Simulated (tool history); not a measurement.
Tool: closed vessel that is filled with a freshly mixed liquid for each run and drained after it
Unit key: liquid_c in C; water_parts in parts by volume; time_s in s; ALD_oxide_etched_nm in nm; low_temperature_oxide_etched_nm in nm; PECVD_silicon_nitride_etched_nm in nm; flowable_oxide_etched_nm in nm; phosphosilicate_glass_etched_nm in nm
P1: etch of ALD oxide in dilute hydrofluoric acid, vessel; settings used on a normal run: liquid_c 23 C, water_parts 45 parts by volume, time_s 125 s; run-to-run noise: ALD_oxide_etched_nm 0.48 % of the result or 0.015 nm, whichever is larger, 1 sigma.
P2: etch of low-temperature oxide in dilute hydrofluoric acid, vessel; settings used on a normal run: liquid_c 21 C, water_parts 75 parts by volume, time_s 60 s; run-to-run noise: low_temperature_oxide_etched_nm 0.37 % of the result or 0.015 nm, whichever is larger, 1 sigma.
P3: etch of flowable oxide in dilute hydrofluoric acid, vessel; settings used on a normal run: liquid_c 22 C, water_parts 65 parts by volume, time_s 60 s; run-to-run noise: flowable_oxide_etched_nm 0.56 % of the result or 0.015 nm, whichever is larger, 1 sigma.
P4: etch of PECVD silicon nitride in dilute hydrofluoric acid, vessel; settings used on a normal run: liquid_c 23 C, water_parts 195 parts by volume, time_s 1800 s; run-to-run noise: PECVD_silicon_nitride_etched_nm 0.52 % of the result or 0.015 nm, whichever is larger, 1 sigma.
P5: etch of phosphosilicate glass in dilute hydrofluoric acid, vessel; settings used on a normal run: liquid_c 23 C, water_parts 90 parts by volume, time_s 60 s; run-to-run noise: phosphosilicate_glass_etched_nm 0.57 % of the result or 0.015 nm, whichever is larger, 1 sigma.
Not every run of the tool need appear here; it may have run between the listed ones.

run   hour  process  liquid_c  water_parts  time_s  ALD_oxide_etched_nm  low_temperature_oxide_etched_nm  PECVD_silicon_nitride_etched_nm  flowable_oxide_etched_nm  phosphosilicate_glass_etched_nm
  1    3.9       P1        23           45     125               33.617
  2    7.8       P2        21           75      60                                                25.915
  3   13.3       P4        23          195    1800                                                                                 26.932
  4   20.2       P1        23           45     125               33.369
  5   25.7       P4        23          195    2640                                                                                 39.392
  6   32.8       P3      29.5           65      60                                                                                                           55.722
  7   37.5       P4        27          195    1800                                                                                 34.948
  8   45.4       P5        30           90      60                                                                                                                                            100.33
  9   52.8       P2        21           75      30                                                12.894
 10   60.8       P1        23           25     125               61.426
 11   66.4       P4        23          195    1800                                                                                 27.199
 12   71.9       P4        23           50    1800                                                                                 102.94
 13   79.9       P5        23           90      85                                                                                                                                            107.15
 14   86.8       P1        23           65     125               22.492
 15   92.2       P3        22           65      60                                                                                                           41.545
 16   99.7       P5        23           90      60                                                                                                                                              75.5
 17  103.5       P1        30           45      40               14.193
 18  107.1       P2        21           75      60                                                25.789
 19  113.4       P3        22           40      60                                                                                                           69.726
 20  117.2       P3        22           65      60                                                                                                           41.388
 21  122.9       P2        21          105      60                                                17.879
     126.8  -- thermometer replaced
 22  128.1       P1        17           45     125               25.843
 23  136.3       P5        23           35      60                                                                                                                                            208.64
 24  144.7       P2      27.5           75      60                                                33.747
 25    149       P3        22           65      90                                                                                                            61.45
 26  155.3       P1        23           45     125                33.08
 27  163.2       P1        23           45      55               14.717
 28    167       P1        23           45     125                33.64
 29  175.2       P1        23           45     245               65.684
 30  180.6       P1        31           45     125               46.727
 31  187.6       P1        23           45     125               33.299
 32  194.3       P1        23           45     125               33.533
 33    198       P1        23           45     125               34.375
 34  204.7       P1        23           45     125               35.255
 35  211.2       P1        23           45     125               35.739
 36  217.2       P1        23           45     125               36.145
 37  220.8       P1        23           45     125               36.114
 38  227.2       P1        23           45     125               36.207
 39  231.3       P1        23           45     125                36.25

The log shows P1 creeping away from where it was. Any of the 2 causes listed here, at the size stated for it, fits the log just as well as the others:
A: liquid hotter than its thermometer reads (K) = 1.98
B: hydrofluoric acid flow above the setpoint (%) = 8.03
The process output started creeping at around hour 194.3.

The check runs listed below each take one wafer, and their results are still question marks. Under which run would the listed causes lead to clearly different results?
check 1  235.4       P5        23           90      60                                                                                                                                                 ?
check 2  235.4       P4        23          195    1800                                                                                      ?
check 3  235.4       P2        21           75      60                                                     ?
check 4  235.4       P3        22           65      60                                                                                                                ?

Predicted outcomes, by check and by cause:
  check                           result    if A    if B
check 1  phosphosilicate_glass_etched_nm   82.03  82.557
check 2  PECVD_silicon_nitride_etched_nm  30.624  29.148
check 3  low_temperature_oxide_etched_nm  28.118  28.189
check 4         flowable_oxide_etched_nm  44.868  44.958
Gap, in per cent, between the two causes that each check separates least, read from the result that separates them most: check 1 0.64 %; check 2 4.94 %; check 3 0.25 %; check 4 0.2 %
The other checks would show nearly matching results whichever cause is true, so check 2 is the only one that separates the causes.

Check 2 was then run and gave: PECVD_silicon_nitride_etched_nm 29.157 nm. Which cause is it?

The correct cause is B, namely: hydrofluoric acid flow above the setpoint (%).
